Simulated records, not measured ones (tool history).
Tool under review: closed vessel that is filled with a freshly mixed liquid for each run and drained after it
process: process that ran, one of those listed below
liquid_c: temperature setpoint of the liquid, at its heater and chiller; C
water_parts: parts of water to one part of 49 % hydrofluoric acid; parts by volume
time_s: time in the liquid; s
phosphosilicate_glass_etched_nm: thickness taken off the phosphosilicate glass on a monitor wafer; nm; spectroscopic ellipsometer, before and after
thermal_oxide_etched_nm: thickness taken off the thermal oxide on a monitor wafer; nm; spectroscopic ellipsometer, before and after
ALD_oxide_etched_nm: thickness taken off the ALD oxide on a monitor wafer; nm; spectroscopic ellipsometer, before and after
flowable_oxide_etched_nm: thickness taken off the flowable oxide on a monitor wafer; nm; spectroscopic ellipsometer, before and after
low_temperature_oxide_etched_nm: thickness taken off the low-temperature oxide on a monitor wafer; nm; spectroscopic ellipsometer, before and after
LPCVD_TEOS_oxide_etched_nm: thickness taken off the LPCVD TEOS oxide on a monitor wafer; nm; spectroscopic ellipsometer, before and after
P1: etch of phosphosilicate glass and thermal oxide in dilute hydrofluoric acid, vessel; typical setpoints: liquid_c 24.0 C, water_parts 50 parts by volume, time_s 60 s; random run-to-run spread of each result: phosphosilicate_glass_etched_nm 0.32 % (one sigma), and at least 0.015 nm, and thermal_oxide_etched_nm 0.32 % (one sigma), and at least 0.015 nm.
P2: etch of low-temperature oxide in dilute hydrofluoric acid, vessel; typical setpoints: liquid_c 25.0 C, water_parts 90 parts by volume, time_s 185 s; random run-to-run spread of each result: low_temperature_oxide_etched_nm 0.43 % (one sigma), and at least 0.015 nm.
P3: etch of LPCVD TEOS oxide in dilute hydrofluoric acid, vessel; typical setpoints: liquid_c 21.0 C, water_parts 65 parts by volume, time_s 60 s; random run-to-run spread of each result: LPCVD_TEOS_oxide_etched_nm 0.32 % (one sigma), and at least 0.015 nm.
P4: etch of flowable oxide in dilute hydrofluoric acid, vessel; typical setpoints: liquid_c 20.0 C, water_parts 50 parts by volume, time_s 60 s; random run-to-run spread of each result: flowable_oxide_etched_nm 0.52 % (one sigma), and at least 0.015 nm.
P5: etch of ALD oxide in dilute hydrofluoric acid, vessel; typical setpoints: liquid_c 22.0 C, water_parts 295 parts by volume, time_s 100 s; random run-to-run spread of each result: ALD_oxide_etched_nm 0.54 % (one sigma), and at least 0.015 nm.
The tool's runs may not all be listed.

| run | hour | process | liquid_c | water_parts | time_s | hours since the thermometer was replaced | hours since the hydrofluoric acid flow meter was replaced | phosphosilicate_glass_etched_nm | thermal_oxide_etched_nm | ALD_oxide_etched_nm | flowable_oxide_etched_nm | low_temperature_oxide_etched_nm | LPCVD_TEOS_oxide_etched_nm |
|---|---|---|---|---|---|---|---|---|---|---|---|---|---|
| 1 | 7.3 | P1 | 24.0 | 50 | 60 | 149.0 | 917.4 | 141.000 | 6.6773 |  |  |  |  |
| 2 | 20.5 | P5 | 22.0 | 295 | 30 | 162.2 | 930.6 |  |  | 1.7747 |  |  |  |
| 3 | 30.8 | P4 | 17.0 | 50 | 60 | 172.5 | 940.9 |  |  |  | 66.304 |  |  |
| 4 | 46.0 | P1 | 24.0 | 50 | 60 | 187.7 | 956.1 | 141.660 | 6.7057 |  |  |  |  |
| 5 | 60.8 | P1 | 24.0 | 50 | 90 | 202.5 | 970.9 | 210.630 | 9.9648 |  |  |  |  |
| 6 | 72.1 | P5 | 22.0 | 295 | 100 | 213.8 | 982.2 |  |  | 5.9814 |  |  |  |
| 7 | 82.2 | P2 | 25.0 | 90 | 30 | 223.9 | 992.3 |  |  |  |  | 4.4527 |  |
| 8 | 90.9 | P2 | 25.0 | 90 | 185 | 232.6 | 1001.0 |  |  |  |  | 27.3450 |  |
| 9 | 97.7 | P1 | 28.5 | 50 | 60 | 239.4 | 1007.8 | 169.220 | 8.0085 |  |  |  |  |
| 10 | 107.4 | P3 | 21.0 | 65 | 60 | 249.1 | 1017.5 |  |  |  |  |  | 46.310 |
| 11 | 118.6 | P1 | 24.0 | 25 | 60 | 260.3 | 1028.7 | 289.610 | 13.8170 |  |  |  |  |
| 12 | 131.5 | P4 | 20.0 | 50 | 60 | 273.2 | 1041.6 |  |  |  | 74.900 |  |  |
| 13 | 138.7 | P1 | 24.0 | 65 | 110 | 280.4 | 1048.8 | 195.210 | 9.2312 |  |  |  |  |
| 14 | 149.5 | P4 | 20.0 | 50 | 100 | 291.2 | 1059.6 |  |  |  | 124.460 |  |  |
| 15 | 162.8 | P4 | 20.0 | 50 | 60 | 304.5 | 1072.9 |  |  |  | 74.576 |  |  |
| 16 | 169.5 | P3 | 27.5 | 65 | 60 | 311.2 | 1079.6 |  |  |  |  |  | 60.390 |
| 17 | 184.8 | P1 | 24.0 | 50 | 60 | 326.5 | 1094.9 | 139.870 | 6.6410 |  |  |  |  |
| 18 | 199.5 | P3 | 21.0 | 65 | 30 | 341.2 | 1109.6 |  |  |  |  |  | 23.106 |
| 19 | 214.2 | P2 | 25.0 | 90 | 185 | 355.9 | 1124.3 |  |  |  |  | 27.1400 |  |
| 20 | 224.4 | P1 | 24.0 | 50 | 35 | 366.1 | 1134.5 | 82.050 | 3.8929 |  |  |  |  |
| 21 | 232.4 | P3 | 21.0 | 30 | 60 | 374.1 | 1142.5 |  |  |  |  |  | 104.840 |
| 22 | 245.9 | P5 | 29.5 | 295 | 100 | 387.6 | 1156.0 |  |  | 7.6598 |  |  |  |
| 23 | 258.5 | P2 | 17.0 | 90 | 185 | 400.2 | 1168.6 |  |  |  |  | 19.5290 |  |
| 24 | 269.5 | P1 | 24.0 | 75 | 60 | 411.2 | 1179.6 | 91.117 | 4.2955 |  |  |  |  |
| 25 | 279.4 | P2 | 25.0 | 35 | 185 | 421.1 | 1189.5 |  |  |  |  | 75.6740 |  |
| 26 | 289.6 | P1 | 17.0 | 50 | 60 | 431.3 | 1199.7 | 104.410 | 4.9471 |  |  |  |  |
| 27 | 299.1 | P5 | 22.0 | 130 | 100 | 440.8 | 1209.2 |  |  | 16.2200 |  |  |  |
| 28 | 306.1 | P5 | 22.0 | 295 | 100 | 447.8 | 1216.2 |  |  | 6.0187 |  |  |  |

Expected results for the next run?
| 29 | 317.4 | P1 | 31.5 | 90 | 60 | 459.1 | 1227.5 | ? | ? |  |  |  |  |

Run 29 came out at phosphosilicate_glass_etched_nm 99.778 nm, thermal_oxide_etched_nm 4.6911 nm.
